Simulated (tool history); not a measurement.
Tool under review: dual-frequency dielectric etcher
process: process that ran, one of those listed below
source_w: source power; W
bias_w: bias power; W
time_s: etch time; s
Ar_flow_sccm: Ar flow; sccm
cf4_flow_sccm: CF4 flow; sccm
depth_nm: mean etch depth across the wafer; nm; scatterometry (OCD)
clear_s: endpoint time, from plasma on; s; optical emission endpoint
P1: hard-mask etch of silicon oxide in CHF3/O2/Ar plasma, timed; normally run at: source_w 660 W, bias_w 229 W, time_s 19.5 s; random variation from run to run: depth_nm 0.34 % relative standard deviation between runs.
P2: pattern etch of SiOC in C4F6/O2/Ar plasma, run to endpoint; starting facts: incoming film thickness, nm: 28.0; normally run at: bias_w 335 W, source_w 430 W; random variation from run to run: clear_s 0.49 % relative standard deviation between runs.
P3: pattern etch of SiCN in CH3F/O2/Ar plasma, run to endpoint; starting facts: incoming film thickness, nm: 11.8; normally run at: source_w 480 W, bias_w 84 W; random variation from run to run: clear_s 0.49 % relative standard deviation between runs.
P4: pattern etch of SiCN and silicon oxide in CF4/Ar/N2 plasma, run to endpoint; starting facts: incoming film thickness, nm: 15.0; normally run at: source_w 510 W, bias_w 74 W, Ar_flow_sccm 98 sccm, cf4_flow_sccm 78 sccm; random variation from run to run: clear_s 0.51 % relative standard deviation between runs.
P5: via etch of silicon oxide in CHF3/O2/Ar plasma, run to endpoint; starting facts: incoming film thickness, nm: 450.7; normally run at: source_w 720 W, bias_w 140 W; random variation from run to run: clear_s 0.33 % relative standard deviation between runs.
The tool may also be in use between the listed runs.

run,hour,process,source_w,bias_w,time_s,Ar_flow_sccm,cf4_flow_sccm,hours since the last wet clean,hours since the last source power generator calibration,hours since the last bias power generator calibration,depth_nm,clear_s
1,11.3,P1,660,229,19.5,,,104.7,1455.7,945.2,44.203,
2,28.6,P5,990,140,,,,122,1473,962.5,,201.04
3,44.4,P1,660,186,19.5,,,137.8,1488.8,978.3,41.293,
4,54.3,P5,720,140,,,,147.7,1498.7,988.2,,226.13
5,69.8,P1,660,229,19.5,,,163.2,1514.2,1003.7,44.248,
6,78.2,P1,660,229,19.5,,,171.6,1522.6,1012.1,44.219,
7,87.3,P4,510,74,,98,95,180.7,1531.7,1021.2,,15.39
8,96.4,P4,510,74,,98,78,189.8,1540.8,1030.3,,15.801
9,107.9,P1,660,275,19.5,,,201.3,1552.3,1041.8,47.205,
10,122.4,P1,660,229,19.5,,,215.8,1566.8,1056.3,44.368,
11,140.7,P1,480,229,19.5,,,234.1,1585.1,1074.6,39.394,
12,155.2,P3,480,84,,,,248.6,1599.6,1089.1,,27.889
13,169.3,P1,660,229,11,,,262.7,1613.7,1103.2,25.006,
14,182.5,P2,430,335,,,,275.9,1626.9,1116.4,,10.505
15,199.3,P5,720,140,,,,292.7,1643.7,1133.2,,227.75
16,213.5,P1,850,229,28.5,,,306.9,1657.9,1147.4,71.148,
17,223.3,P3,580,84,,,,316.7,1667.7,1157.2,,25.933
18,234,P3,480,84,,,,327.4,1678.4,1167.9,,27.827
19,246.4,P4,510,98,,98,78,339.8,1690.8,1180.3,,14.404
20,256.1,P2,520,335,,,,349.5,1700.5,1190,,9.7877
21,271.6,P1,660,229,29,,,365,1716,1205.5,65.503,
22,284.3,P1,930,229,19.5,,,377.7,1728.7,1218.2,50.269,
23,293.9,P2,430,243,,,,387.3,1738.3,1227.8,,11.8
24,310.5,P4,510,74,,69,78,403.9,1754.9,1244.4,,15.146
25,322.6,P1,660,229,19.5,,,416,1767,1256.5,44.236,
26,337.2,P1,660,229,19.5,,,430.6,1781.6,1271.1,44.376,
27,352,P3,480,100,,,,445.4,1796.4,1285.9,,25.986
28,367.1,P4,670,74,,98,78,460.5,1811.5,1301,,12.466
29,381.6,P1,780,144,19.5,,,475,1826,1315.5,40.552,
30,393.4,P5,720,83,,,,486.8,1837.8,1327.3,,266.92
31,407.8,P1,660,229,19.5,,,501.2,1852.2,1341.7,44.218,
32,418.6,P1,660,229,19.5,,,512,1863,1352.5,44.337,
33,433,P1,660,229,19.5,,,526.4,1877.4,1366.9,43.906,

What does the tool deliver on the next run?
34,447.1,P1,660,229,19.5,,,540.5,1891.5,1381,?,

{"run 34": {"depth_nm": 43.681}}
